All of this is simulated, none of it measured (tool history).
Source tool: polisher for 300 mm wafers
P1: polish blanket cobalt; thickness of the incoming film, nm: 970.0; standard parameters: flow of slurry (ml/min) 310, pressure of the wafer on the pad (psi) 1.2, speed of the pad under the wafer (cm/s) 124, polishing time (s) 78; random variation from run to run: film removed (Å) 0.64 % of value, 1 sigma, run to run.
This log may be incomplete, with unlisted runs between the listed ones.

run	day	flow of slurry (ml/min)	pressure of the wafer on the pad (psi)	speed of the pad under the wafer (cm/s)	polishing time (s)	wafers polished on this pad	hours since the slurry nozzle was cleaned	hours since the head pressure was calibrated	film removed (Å)
1	0.483	310	1.2	124	78	521	388.0	211.7	3395.2
2	0.800	310	1.2	124	78	597	395.6	219.3	3370.8
3	1.175	310	0.6	124	78	686	404.6	228.3	1695.5
4	1.675	310	1.2	124	78	806	416.6	240.3	3396.3
5	2.067	310	1.6	124	120	900	426.0	249.7	7006.4
6	2.504	310	1.2	124	78	1005	436.5	260.2	3407.1
7	2.988	310	1.5	124	78	1120	448.1	271.8	4224.5
8	3.483	310	1.2	124	78	1239	460.0	283.7	3428.0
9	3.950	310	1.2	56	78	1351	471.2	294.9	1537.0
10	4.321	310	1.2	124	78	1440	480.1	303.8	3398.5
11	4.688	310	1.2	124	41	1528	488.9	312.6	1785.7
12	5.021	185	1.2	124	78	1607	496.9	320.6	3219.2
13	5.367	310	1.2	158	78	1690	505.2	328.9	4309.7
14	5.642	310	1.2	124	121	1756	511.8	335.5	5272.8
15	6.133	310	1.2	186	45	1874	523.6	347.3	2936.9
16	6.633	425	1.2	124	78	1993	535.6	359.3	3494.5
17	6.954	310	1.2	124	78	2070	543.3	367.0	3396.4
18	7.442	310	1.2	124	78	2187	555.0	378.7	3362.3
19	7.738	310	1.2	124	78	2258	562.1	385.8	3285.2
20	8.067	310	1.2	124	78	2337	570.0	393.7	3262.9
21	8.479	310	1.2	124	78	2435	579.9	403.6	3299.5
# day 8.504: worn pad replaced by a new one
22	8.888	310	1.2	124	78	91	589.7	413.4	3255.6
23	9.162	310	1.2	124	78	157	596.3	420.0	3268.0
24	9.425	310	1.2	124	78	220	602.6	426.3	3237.3
25	9.862	310	1.2	124	78	325	613.1	436.8	3266.1
26	10.262	310	1.2	124	78	421	622.7	446.4	3247.4

P1 has crept away from where it was. The log is fitted equally well by each of these 2 causes, at the sizes shown:
A: slurry flow missing at the pad, % = 31.9
B: head's pressure below its setpoint, % = 3.95
The drift started at roughly day 6.954.
Every other cause this tool's parts could produce, and why it does not fit the log:
removal rate lost through wear of the pad, %: work on it at day 8.504, done after the drift set in, did not restore what the process gave before

Each of the check runs listed below is run on 5 wafers and reports their average, with the results left as question marks. Pick the one under which the possible causes would lead to clearly different results.
check 1	10.662	310	0.6	124	116				?
check 2	10.662	195	1.2	60	78				?
check 3	10.662	310	1.2	62	47				?
check 4	10.662	310	1.2	72	44				?

Outcome of each check run for each possible cause:
check	result	if A	if B
check 1	film removed (Å)	2420.30	2420.30
check 2	film removed (Å)	1464.50	1497.20
check 3	film removed (Å)	980.63	980.64
check 4	film removed (Å)	1066.10	1066.10
How far apart the two closest causes lie, in the result that separates them most: check 1 0 %; check 2 2.21 %; check 3 0 %; check 4 0 %
Of the check runs offered, only check 2 discriminates between the causes; the rest would read about the same regardless of which cause applies.

Then check 2 was run and gave: film removed (Å) 1471.30. Which cause is it?

It is A: slurry flow missing at the pad, %.
